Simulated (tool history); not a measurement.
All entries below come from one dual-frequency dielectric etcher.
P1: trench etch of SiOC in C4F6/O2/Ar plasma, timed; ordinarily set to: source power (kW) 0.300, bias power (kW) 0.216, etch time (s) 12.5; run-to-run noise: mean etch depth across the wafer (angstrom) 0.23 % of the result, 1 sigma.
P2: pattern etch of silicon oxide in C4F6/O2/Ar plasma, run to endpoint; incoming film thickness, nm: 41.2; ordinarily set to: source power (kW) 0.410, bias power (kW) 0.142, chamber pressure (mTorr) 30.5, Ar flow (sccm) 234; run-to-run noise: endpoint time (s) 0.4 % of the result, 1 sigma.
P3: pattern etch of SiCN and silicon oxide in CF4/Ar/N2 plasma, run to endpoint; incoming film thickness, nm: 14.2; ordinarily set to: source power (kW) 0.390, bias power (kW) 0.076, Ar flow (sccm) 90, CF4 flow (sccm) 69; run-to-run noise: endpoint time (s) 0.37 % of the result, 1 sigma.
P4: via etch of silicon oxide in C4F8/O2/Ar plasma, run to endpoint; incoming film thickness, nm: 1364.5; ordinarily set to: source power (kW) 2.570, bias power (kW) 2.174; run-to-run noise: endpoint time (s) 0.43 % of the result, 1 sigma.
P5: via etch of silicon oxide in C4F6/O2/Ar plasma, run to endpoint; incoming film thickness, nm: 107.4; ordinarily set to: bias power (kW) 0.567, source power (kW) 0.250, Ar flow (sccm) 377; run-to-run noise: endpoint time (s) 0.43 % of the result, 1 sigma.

| run | hour | process that ran | source power (kW) | bias power (kW) | etch time (s) | chamber pressure (mTorr) | Ar flow (sccm) | CF4 flow (sccm) | hours since the last wet clean | hours since the last source power generator calibration | hours since the last bias power generator calibration | mean etch depth across the wafer (angstrom) | endpoint time (s) |
|---|---|---|---|---|---|---|---|---|---|---|---|---|---|
| 1 | 10.9 | P1 | 0.300 | 0.216 | 12.5 |  |  |  | 445.8 | 766.7 | 1696.8 | 240.53 |  |
| 2 | 17.0 | P2 | 0.410 | 0.142 |  | 38.5 | 234 |  | 451.9 | 772.8 | 1702.9 |  | 13.708 |
| 3 | 28.1 | P3 | 0.390 | 0.076 |  |  | 90 | 69 | 463.0 | 783.9 | 1714.0 |  | 18.570 |
| 4 | 38.6 | P3 | 0.390 | 0.076 |  |  | 90 | 54 | 473.5 | 794.4 | 1724.5 |  | 19.254 |
| 5 | 45.4 | P1 | 0.300 | 0.216 | 12.5 |  |  |  | 480.3 | 801.2 | 1731.3 | 240.41 |  |
| 6 | 56.0 | P5 | 0.250 | 0.567 |  |  | 377 |  | 490.9 | 811.8 | 1741.9 |  | 27.689 |
| 7 | 61.7 | P1 | 0.240 | 0.216 | 17.5 |  |  |  | 496.6 | 817.5 | 1747.6 | 308.46 |  |
| 8 | 68.8 | P4 | 3.610 | 2.174 |  |  |  |  | 503.7 | 824.6 | 1754.7 |  | 202.070 |
| 9 | 75.6 | P2 | 0.410 | 0.142 |  | 30.5 | 289 |  | 510.5 | 831.4 | 1761.5 |  | 13.574 |
| 10 | 87.0 | P1 | 0.300 | 0.216 | 12.5 |  |  |  | 521.9 | 842.8 | 1772.9 | 239.24 |  |
| 11 | 95.8 | P1 | 0.300 | 0.164 | 12.5 |  |  |  | 530.7 | 851.6 | 1781.7 | 219.01 |  |
| 12 | 101.6 | P5 | 0.340 | 0.567 |  |  | 377 |  | 536.5 | 857.4 | 1787.5 |  | 24.746 |
| 13 | 111.5 | P1 | 0.170 | 0.216 | 12.5 |  |  |  | 546.4 | 867.3 | 1797.4 | 193.51 |  |
| 14 | 117.1 | P3 | 0.230 | 0.076 |  |  | 90 | 69 | 552.0 | 872.9 | 1803.0 |  | 29.622 |
| 15 | 125.0 | P1 | 0.300 | 0.216 | 18.0 |  |  |  | 559.9 | 880.8 | 1810.9 | 345.53 |  |
| 16 | 135.1 | P4 | 2.570 | 2.174 |  |  |  |  | 570.0 | 890.9 | 1821.0 |  | 233.250 |
| 17 | 143.6 | P2 | 0.410 | 0.142 |  | 30.5 | 234 |  | 578.5 | 899.4 | 1829.5 |  | 13.366 |
| 18 | 154.7 | P1 | 0.380 | 0.216 | 12.5 |  |  |  | 589.6 | 910.5 | 1840.6 | 261.95 |  |
| 19 | 162.2 | P1 | 0.300 | 0.216 | 7.5 |  |  |  | 597.1 | 918.0 | 1848.1 | 143.98 |  |
| 20 | 173.4 | P5 | 0.250 | 0.356 |  |  | 377 |  | 608.3 | 929.2 | 1859.3 |  | 32.982 |
| 21 | 182.7 | P1 | 0.370 | 0.148 | 12.5 |  |  |  | 617.6 | 938.5 | 1868.6 | 230.14 |  |
| 22 | 188.0 | P4 | 2.570 | 1.262 |  |  |  |  | 622.9 | 943.8 | 1873.9 |  | 271.240 |
| 23 | 198.6 | P3 | 0.390 | 0.076 |  |  | 60 | 69 | 633.5 | 954.4 | 1884.5 |  | 17.554 |
| 24 | 206.6 | P2 | 0.410 | 0.142 |  | 30.5 | 234 |  | 641.5 | 962.4 | 1892.5 |  | 13.262 |
| 25 | 214.2 | P1 | 0.390 | 0.281 | 12.5 |  |  |  | 649.1 | 970.0 | 1900.1 | 289.00 |  |
| 26 | 222.2 | P1 | 0.300 | 0.281 | 12.5 |  |  |  | 657.1 | 978.0 | 1908.1 | 262.24 |  |
| 27 | 230.5 | P3 | 0.390 | 0.076 |  |  | 90 | 69 | 665.4 | 986.3 | 1916.4 |  | 18.600 |
| 28 | 235.9 | P2 | 0.410 | 0.201 |  | 30.5 | 234 |  | 670.8 | 991.7 | 1921.8 |  | 11.928 |
| 29 | 243.6 | P1 | 0.300 | 0.216 | 12.5 |  |  |  | 678.5 | 999.4 | 1929.5 | 239.13 |  |
| 30 | 248.9 | P3 | 0.390 | 0.045 |  |  | 90 | 69 | 683.8 | 1004.7 | 1934.8 |  | 22.024 |
| 31 | 256.4 | P4 | 2.570 | 2.174 |  |  |  |  | 691.3 | 1012.2 | 1942.3 |  | 233.280 |
| 32 | 267.7 | P1 | 0.300 | 0.216 | 12.5 |  |  |  | 702.6 | 1023.5 | 1953.6 | 239.05 |  |
| 33 | 276.6 | P5 | 0.250 | 0.567 |  |  | 223 |  | 711.5 | 1032.4 | 1962.5 |  | 26.203 |
| 34 | 286.2 | P2 | 0.310 | 0.142 |  | 30.5 | 234 |  | 721.1 | 1042.0 | 1972.1 |  | 14.905 |
| 35 | 295.8 | P1 | 0.300 | 0.216 | 12.5 |  |  |  | 730.7 | 1051.6 | 1981.7 | 239.96 |  |
| 36 | 303.4 | P1 | 0.300 | 0.216 | 12.5 |  |  |  | 738.3 | 1059.2 | 1989.3 | 238.52 |  |
| 37 | 313.9 | P1 | 0.300 | 0.216 | 12.5 |  |  |  | 748.8 | 1069.7 | 1999.8 | 235.97 |  |
|  | 319.3 | wet clean of the chamber |
| 38 | 321.4 | P1 | 0.300 | 0.216 | 12.5 |  |  |  | 2.2 | 1077.2 | 2007.3 | 236.83 |  |
| 39 | 329.8 | P1 | 0.300 | 0.216 | 12.5 |  |  |  | 10.6 | 1085.6 | 2015.7 | 236.06 |  |
| 40 | 337.8 | P1 | 0.300 | 0.216 | 12.5 |  |  |  | 18.6 | 1093.6 | 2023.7 | 235.34 |  |
| 41 | 343.7 | P1 | 0.300 | 0.216 | 12.5 |  |  |  | 24.5 | 1099.5 | 2029.6 | 235.55 |  |
| 42 | 353.7 | P1 | 0.300 | 0.216 | 12.5 |  |  |  | 34.5 | 1109.5 | 2039.6 | 236.47 |  |

P1 no longer gives what it gave before; its output has crept away from where it was. The following 2 causes, each at its listed size, fit the log equally well:
A: source power that arrives under what is set, % = 4.25
B: bias power that arrives under what is set, % = 4.86
The process output started creeping at around hour 295.8.
What rules out each remaining cause:
chamber walls in a state that lowers the etch rate, %: serviced at hour 319.3, after the drift had started, without restoring the earlier output

The list below offers 4 check runs, each averaging the results of 2 wafers, and shows each result as a question mark. For which of them would the listed causes give clearly different results?
| check 1 | 363.7 | P3 | 0.390 | 0.047 |  |  | 90 | 54 |  |  |  |  | ? |
| check 2 | 363.7 | P5 | 0.330 | 0.449 |  |  | 377 |  |  |  |  |  | ? |
| check 3 | 363.7 | P2 | 0.310 | 0.196 |  | 30.5 | 234 |  |  |  |  |  | ? |
| check 4 | 363.7 | P4 | 3.560 | 2.174 |  |  |  |  |  |  |  |  | ? |

Predicted outcomes, by check and by cause:
| check | result | if A | if B |
|---|---|---|---|
| check 1 | endpoint time (s) | 23.521 | 22.988 |
| check 2 | endpoint time (s) | 27.867 | 27.934 |
| check 3 | endpoint time (s) | 13.655 | 13.649 |
| check 4 | endpoint time (s) | 208.380 | 207.610 |
Gap, in per cent, between the two causes that each check separates least, read from the result that separates them most: check 1 2.29 %; check 2 0.24 %; check 3 0.05 %; check 4 0.37 %
The other checks would show nearly matching results whichever cause is true, so check 1 is the only one that separates the causes.

Check 1 was then run and gave: endpoint time (s) 22.974. Which cause is it?

Of the candidate causes, it is B: bias power that arrives under what is set, %.
